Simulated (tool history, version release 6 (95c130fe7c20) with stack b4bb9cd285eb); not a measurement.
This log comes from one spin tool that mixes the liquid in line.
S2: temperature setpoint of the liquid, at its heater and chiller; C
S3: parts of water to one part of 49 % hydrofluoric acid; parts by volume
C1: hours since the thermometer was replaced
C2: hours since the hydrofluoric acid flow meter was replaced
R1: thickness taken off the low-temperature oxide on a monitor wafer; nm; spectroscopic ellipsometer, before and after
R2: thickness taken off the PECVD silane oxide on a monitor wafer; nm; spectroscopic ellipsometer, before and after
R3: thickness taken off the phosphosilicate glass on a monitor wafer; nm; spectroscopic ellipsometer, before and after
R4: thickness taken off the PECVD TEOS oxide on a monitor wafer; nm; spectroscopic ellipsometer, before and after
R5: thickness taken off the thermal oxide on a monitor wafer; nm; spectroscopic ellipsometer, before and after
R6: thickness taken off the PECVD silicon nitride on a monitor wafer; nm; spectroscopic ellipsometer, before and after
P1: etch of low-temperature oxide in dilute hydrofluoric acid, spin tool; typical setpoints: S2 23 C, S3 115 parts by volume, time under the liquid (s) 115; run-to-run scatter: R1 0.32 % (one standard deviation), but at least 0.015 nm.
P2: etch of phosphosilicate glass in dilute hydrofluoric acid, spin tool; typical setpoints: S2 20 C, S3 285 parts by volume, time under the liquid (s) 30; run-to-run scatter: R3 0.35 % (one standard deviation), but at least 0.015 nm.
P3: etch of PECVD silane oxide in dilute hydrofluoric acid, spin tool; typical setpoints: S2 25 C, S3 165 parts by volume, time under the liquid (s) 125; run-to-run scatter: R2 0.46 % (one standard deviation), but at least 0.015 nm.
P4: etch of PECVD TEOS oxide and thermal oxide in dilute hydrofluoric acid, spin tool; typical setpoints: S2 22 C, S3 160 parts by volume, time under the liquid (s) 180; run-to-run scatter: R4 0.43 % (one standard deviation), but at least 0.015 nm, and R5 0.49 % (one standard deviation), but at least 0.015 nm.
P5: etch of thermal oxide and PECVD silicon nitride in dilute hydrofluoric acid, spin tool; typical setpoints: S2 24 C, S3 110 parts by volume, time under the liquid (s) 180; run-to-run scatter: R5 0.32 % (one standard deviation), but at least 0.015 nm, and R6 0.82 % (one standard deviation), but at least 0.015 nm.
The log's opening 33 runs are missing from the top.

{"run": 34, "day": 16.588, "process that ran": "P4", "S2": 22, "S3": 160, "time under the liquid (s)": 180, "C1": 976.8, "C2": 533.4, "R4": 12.919, "R5": 4.4707}
{"run": 35, "day": 17.183, "process that ran": "P4", "S2": 22, "S3": 50, "time under the liquid (s)": 180, "C1": 991.1, "C2": 547.7, "R4": 47.224, "R5": 16.317}
{"run": 36, "day": 17.671, "process that ran": "P1", "S2": 23, "S3": 115, "time under the liquid (s)": 115, "C1": 1002.8, "C2": 559.4, "R1": 21.453}
{"run": 37, "day": 18.325, "process that ran": "P1", "S2": 23, "S3": 115, "time under the liquid (s)": 115, "C1": 1018.5, "C2": 575.1, "R1": 22.031}
{"run": 38, "day": 18.817, "process that ran": "P1", "S2": 23, "S3": 115, "time under the liquid (s)": 115, "C1": 1030.3, "C2": 586.9, "R1": 22.483}
{"run": 39, "day": 19.158, "process that ran": "P1", "S2": 23, "S3": 115, "time under the liquid (s)": 115, "C1": 1038.5, "C2": 595.1, "R1": 22.611}
{"run": 40, "day": 19.762, "process that ran": "P1", "S2": 23, "S3": 115, "time under the liquid (s)": 115, "C1": 1053, "C2": 609.6, "R1": 22.777}
{"run": 41, "day": 20.317, "process that ran": "P1", "S2": 23, "S3": 115, "time under the liquid (s)": 115, "C1": 1066.3, "C2": 622.9, "R1": 23.057}
{"run": 42, "day": 20.892, "process that ran": "P1", "S2": 23, "S3": 115, "time under the liquid (s)": 115, "C1": 1080.1, "C2": 636.7, "R1": 22.979}
{"run": 43, "day": 21.304, "process that ran": "P1", "S2": 23, "S3": 115, "time under the liquid (s)": 115, "C1": 1090, "C2": 646.6, "R1": 23.196}

The next listed run, before its measurement:
{"run": 44, "day": 21.804, "process that ran": "P1", "S2": 23, "S3": 115, "time under the liquid (s)": 115, "C1": 1102, "C2": 658.6, "R1": "?"}

Run 44 yielded R1 23.037 nm.
